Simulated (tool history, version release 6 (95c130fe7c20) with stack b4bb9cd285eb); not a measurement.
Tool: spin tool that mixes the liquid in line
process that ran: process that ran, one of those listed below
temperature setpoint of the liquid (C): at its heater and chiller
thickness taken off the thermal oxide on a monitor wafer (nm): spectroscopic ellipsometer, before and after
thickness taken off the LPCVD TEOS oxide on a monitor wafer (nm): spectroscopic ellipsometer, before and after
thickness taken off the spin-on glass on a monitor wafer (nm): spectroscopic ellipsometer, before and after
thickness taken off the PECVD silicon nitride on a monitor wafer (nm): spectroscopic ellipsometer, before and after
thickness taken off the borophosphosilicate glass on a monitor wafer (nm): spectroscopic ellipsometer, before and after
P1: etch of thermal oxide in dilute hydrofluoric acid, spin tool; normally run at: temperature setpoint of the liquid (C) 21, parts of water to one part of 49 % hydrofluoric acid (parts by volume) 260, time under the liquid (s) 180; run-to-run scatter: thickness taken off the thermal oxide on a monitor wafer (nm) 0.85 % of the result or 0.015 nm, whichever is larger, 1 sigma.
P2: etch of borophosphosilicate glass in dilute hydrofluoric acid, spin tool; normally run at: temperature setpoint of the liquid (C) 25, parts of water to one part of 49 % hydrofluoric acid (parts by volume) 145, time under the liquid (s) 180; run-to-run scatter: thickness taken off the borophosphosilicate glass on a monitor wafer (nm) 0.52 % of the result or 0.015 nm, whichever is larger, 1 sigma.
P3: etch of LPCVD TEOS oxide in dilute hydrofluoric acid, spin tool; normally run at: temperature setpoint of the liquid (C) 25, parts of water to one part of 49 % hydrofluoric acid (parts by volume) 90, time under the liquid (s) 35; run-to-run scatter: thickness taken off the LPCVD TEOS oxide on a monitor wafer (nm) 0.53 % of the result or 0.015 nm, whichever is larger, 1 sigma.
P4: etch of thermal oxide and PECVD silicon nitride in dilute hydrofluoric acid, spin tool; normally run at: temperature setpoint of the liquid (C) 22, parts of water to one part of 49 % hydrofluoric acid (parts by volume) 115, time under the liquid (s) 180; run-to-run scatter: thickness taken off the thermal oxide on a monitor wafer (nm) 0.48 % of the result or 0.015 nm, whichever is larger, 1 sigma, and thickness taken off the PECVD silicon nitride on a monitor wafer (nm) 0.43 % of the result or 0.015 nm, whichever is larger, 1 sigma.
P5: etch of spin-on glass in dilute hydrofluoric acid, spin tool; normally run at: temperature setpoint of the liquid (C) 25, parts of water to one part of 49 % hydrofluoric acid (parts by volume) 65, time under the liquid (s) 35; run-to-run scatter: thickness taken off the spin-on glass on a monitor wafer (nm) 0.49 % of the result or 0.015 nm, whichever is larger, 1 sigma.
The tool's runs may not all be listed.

run	hour	process that ran	temperature setpoint of the liquid (C)	parts of water to one part of 49 % hydrofluoric acid (parts by volume)	time under the liquid (s)	thickness taken off the thermal oxide on a monitor wafer (nm)	thickness taken off the LPCVD TEOS oxide on a monitor wafer (nm)	thickness taken off the spin-on glass on a monitor wafer (nm)	thickness taken off the PECVD silicon nitride on a monitor wafer (nm)	thickness taken off the borophosphosilicate glass on a monitor wafer (nm)
1	5.5	P1	21	260	180	2.4463				
2	13	P1	21	260	180	2.4544				
3	21.5	P3	25	90	35		11.821			
4	27.7	P5	25	65	15			13.67		
5	32	P4	22	115	320	11.607			8.7787	
6	41.1	P1	28.5	440	180	1.5569				
7	45.4	P3	25	90	15		5.0483			
8	53.9	P1	17.5	260	305	3.612				
9	62.6	P4	22	200	180	3.4614			2.889	
10	70.9	P1	28	260	180	3.1472				
11	80.3	P4	30	115	180	8.8094			8.24	
12	88.3	P2	25	145	55					14.173
13	96.6	P1	21	260	180	2.4531				
14	101.9	P1	21	100	180	7.4942				
15	110.5	P2	25	145	180					46.252
16	118.4	P5	25	40	35			53.764		
17	126.6	P1	21	380	180	1.5058				
18	133	P3	25	90	35		11.652			
19	138.7	P3	30	90	35		14.43			
20	144.8	P1	21	260	180	2.4633				
21	153.2	P2	17	145	180					33.921
22	160.2	P1	21	260	180	2.4613				
23	164.8	P2	25	145	180					46.536
24	174.3	P1	17	260	180	2.0901				
25	178.7	P1	21	260	265	3.6599				
# hour 179.6: hydrofluoric acid flow meter replaced
26	185.1	P4	22	115	180	6.5672			4.9115	
27	189.9	P1	21	260	180	2.4138				
28	199.2	P1	25	85	180	10.456				
29	208.2	P5	25	65	35			31.861		
30	213.7	P3	25	125	35		8.1253			
31	218.9	P5	29.5	65	35			38.001		
32	223.3	P1	21	260	180	2.4497				
33	230.7	P2	25	80	180					91.929
34	237.4	P1	21	260	40	0.5158				
35	242.4	P1	21	260	180	2.4794				
36	246.8	P1	21	260	180	2.3532				
37	250.9	P1	21	260	180	2.3684				
38	258.6	P1	21	260	180	2.3293				
39	264.4	P1	21	260	180	2.3256				
40	273.8	P1	21	260	180	2.3116				
41	281.8	P1	21	260	180	2.3373				

What P1 gives has crept away from where it was. These 2 causes fit the log equally well, each at the size given:
A: liquid colder than its thermometer reads (K) = 1.44
B: hydrofluoric acid flow below the setpoint (%) = 4.18
The creep began at about hour 242.4.

4 check runs are offered, one wafer each, their results left as question marks. Which one tells the causes apart?
check 1	289.8	P2	17.5	145	180					?
check 2	289.8	P3	28.5	90	35		?			
check 3	289.8	P4	25	115	180	?			?	
check 4	289.8	P5	28	65	15			?		

What each check would give under each cause:
check	result	if A	if B
check 1	thickness taken off the borophosphosilicate glass on a monitor wafer (nm)	32.487	32.826
check 2	thickness taken off the LPCVD TEOS oxide on a monitor wafer (nm)	12.801	12.896
check 3	thickness taken off the thermal oxide on a monitor wafer (nm)	6.9677	7.0195
check 3	thickness taken off the PECVD silicon nitride on a monitor wafer (nm)	5.4538	5.7432
check 4	thickness taken off the spin-on glass on a monitor wafer (nm)	14.534	14.683
How far apart the two closest causes lie, in the result that separates them most: check 1 1.04 %; check 2 0.74 %; check 3 5.17 %; check 4 1.02 %
Check 3 tells the causes apart: in the others they would give nearly the same result.

Check 3 was then run and gave: thickness taken off the thermal oxide on a monitor wafer (nm) 6.9105; thickness taken off the PECVD silicon nitride on a monitor wafer (nm) 5.4494. Which cause is it?

It is A: liquid colder than its thermometer reads (K).
